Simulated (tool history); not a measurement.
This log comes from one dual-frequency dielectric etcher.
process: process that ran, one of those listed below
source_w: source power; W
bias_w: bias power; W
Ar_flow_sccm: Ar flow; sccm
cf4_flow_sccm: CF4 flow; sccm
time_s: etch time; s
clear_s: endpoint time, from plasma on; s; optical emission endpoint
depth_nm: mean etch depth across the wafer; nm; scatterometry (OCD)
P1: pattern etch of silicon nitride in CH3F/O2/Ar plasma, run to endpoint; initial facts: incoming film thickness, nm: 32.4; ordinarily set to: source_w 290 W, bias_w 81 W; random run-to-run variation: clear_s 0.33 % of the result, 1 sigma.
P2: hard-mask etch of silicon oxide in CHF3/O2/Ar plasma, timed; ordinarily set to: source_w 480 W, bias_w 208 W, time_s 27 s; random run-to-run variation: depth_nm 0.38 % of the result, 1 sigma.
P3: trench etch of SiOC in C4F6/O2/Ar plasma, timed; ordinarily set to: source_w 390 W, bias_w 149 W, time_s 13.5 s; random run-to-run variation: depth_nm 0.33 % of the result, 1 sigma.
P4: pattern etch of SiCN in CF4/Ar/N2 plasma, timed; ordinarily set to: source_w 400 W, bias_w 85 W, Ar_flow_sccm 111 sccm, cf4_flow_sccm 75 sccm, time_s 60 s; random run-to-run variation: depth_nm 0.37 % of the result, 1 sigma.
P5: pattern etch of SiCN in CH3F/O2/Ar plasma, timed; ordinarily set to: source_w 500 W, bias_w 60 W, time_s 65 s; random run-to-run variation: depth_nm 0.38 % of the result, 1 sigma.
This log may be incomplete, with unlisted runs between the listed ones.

run,hour,process,source_w,bias_w,Ar_flow_sccm,cf4_flow_sccm,time_s,hours since the last wet clean,hours since the last source power generator calibration,hours since the last bias power generator calibration,clear_s,depth_nm
1,5.7,P1,290,81,,,,134.9,3688,289.9,51.456,
2,17.3,P4,400,113,111,75,60,146.5,3699.6,301.5,,54.574
3,26.1,P1,200,81,,,,155.3,3708.4,310.3,59.151,
4,33.6,P1,340,53,,,,162.8,3715.9,317.8,56.043,
5,44.2,P3,490,149,,,13.5,173.4,3726.5,328.4,,29.135
6,53.2,P2,480,208,,,35.5,182.4,3735.5,337.4,,66.928
7,61,P1,290,109,,,,190.2,3743.3,345.2,45.899,
8,73.1,P4,270,85,111,75,60,202.3,3755.4,357.3,,35.149
9,79.2,P2,650,208,,,27,208.4,3761.5,363.4,,57.722
10,90.2,P2,480,208,,,27,219.4,3772.5,374.4,,51.208
11,99.5,P4,400,85,111,99,60,228.7,3781.8,383.7,,51.445
12,107.4,P1,290,81,,,,236.6,3789.7,391.6,51.325,
13,115.1,P1,290,81,,,,244.3,3797.4,399.3,51.358,
14,122.7,P5,500,60,,,65,251.9,3805,406.9,,25.229
15,131.1,P5,340,60,,,65,260.3,3813.4,415.3,,21.597
16,143,P2,480,170,,,27,272.2,3825.3,427.2,,47.84
17,150.9,P4,400,85,111,75,60,280.1,3833.2,435.1,,49.068
18,156.8,P3,390,149,,,13.5,286,3839.1,441,,26.487
# hour 166.4: source power generator calibrated
19,169.1,P5,500,60,,,96.5,298.3,2.7,453.3,,37.138
20,181.5,P1,290,81,,,,310.7,15.1,465.7,51.567,
21,191.7,P1,290,65,,,,320.9,25.3,475.9,55.469,
22,200.7,P4,400,85,89,75,60,329.9,34.3,484.9,,50.772
23,210.2,P3,390,198,,,13.5,339.4,43.8,494.4,,28.918
24,215.7,P5,500,36,,,65,344.9,49.3,499.9,,21.659
25,223.8,P5,500,60,,,65,353,57.4,508,,25.186
26,229.9,P4,400,85,111,75,87.5,359.1,63.5,514.1,,72.129
27,236.7,P4,400,85,111,75,60,365.9,70.3,520.9,,49.644
28,246.1,P3,390,149,,,19,375.3,79.7,530.3,,37.291
29,253.5,P1,360,81,,,,382.7,87.1,537.7,47.323,
30,260.1,P1,290,81,,,,389.3,93.7,544.3,51.085,
31,271.6,P1,290,81,,,,400.8,105.2,555.8,51.548,
32,277,P1,290,81,,,,406.2,110.6,561.2,51.042,
33,284,P1,290,81,,,,413.2,117.6,568.2,51.003,
34,295.9,P1,290,81,,,,425.1,129.5,580.1,50.682,
35,305.3,P1,290,81,,,,434.5,138.9,589.5,50.976,
36,311.3,P1,290,81,,,,440.5,144.9,595.5,50.514,
# hour 316.1: wet clean of the chamber
37,320.5,P1,290,81,,,,4.4,154.1,604.7,50.587,
38,330.5,P1,290,81,,,,14.4,164.1,614.7,50.526,
39,342.6,P1,290,81,,,,26.5,176.2,626.8,50.496,
40,354.4,P1,290,81,,,,38.3,188,638.6,50.736,
41,364.3,P1,290,81,,,,48.2,197.9,648.5,50.506,
42,369.9,P1,290,81,,,,53.8,203.5,654.1,50.55,

What P1 gives has crept away from where it was. These 2 causes fit the log equally well, each at the size given:
A: source power that arrives over what is set, % = 4.45
B: bias power that arrives over what is set, % = 4.61
The creep began at about hour 277.
Why every other cause is out:
chamber walls in a state that raises the etch rate, %: serviced at hour 316.1, which brought nothing back

Which of the 4 check runs listed below, each an average over 2 wafers with its results shown as question marks, gives clearly different results under the different listed causes?
check 1,375.5,P3,390,194,,,19,,,,,?
check 2,375.5,P4,400,85,111,75,73,,,,,?
check 3,375.5,P2,630,208,,,27,,,,,?
check 4,375.5,P5,410,60,,,80.5,,,,,?

Predicted outcomes, by check and by cause:
check,result,if A,if B
check 1,depth_nm,41.219,41.125
check 2,depth_nm,62.4,61.066
check 3,depth_nm,57.785,57.731
check 4,depth_nm,29.364,29.326
Per-check spread between the two closest causes, in the result where they differ most: check 1 0.23 %; check 2 2.16 %; check 3 0.09 %; check 4 0.13 %
The causes can be told apart only by check 2. The other checks would give nearly the same results under each of them.

With check 2 done, the readings were: depth_nm 62.345 nm. Identify which of the listed causes applies.

A is the cause: source power that arrives over what is set, %.

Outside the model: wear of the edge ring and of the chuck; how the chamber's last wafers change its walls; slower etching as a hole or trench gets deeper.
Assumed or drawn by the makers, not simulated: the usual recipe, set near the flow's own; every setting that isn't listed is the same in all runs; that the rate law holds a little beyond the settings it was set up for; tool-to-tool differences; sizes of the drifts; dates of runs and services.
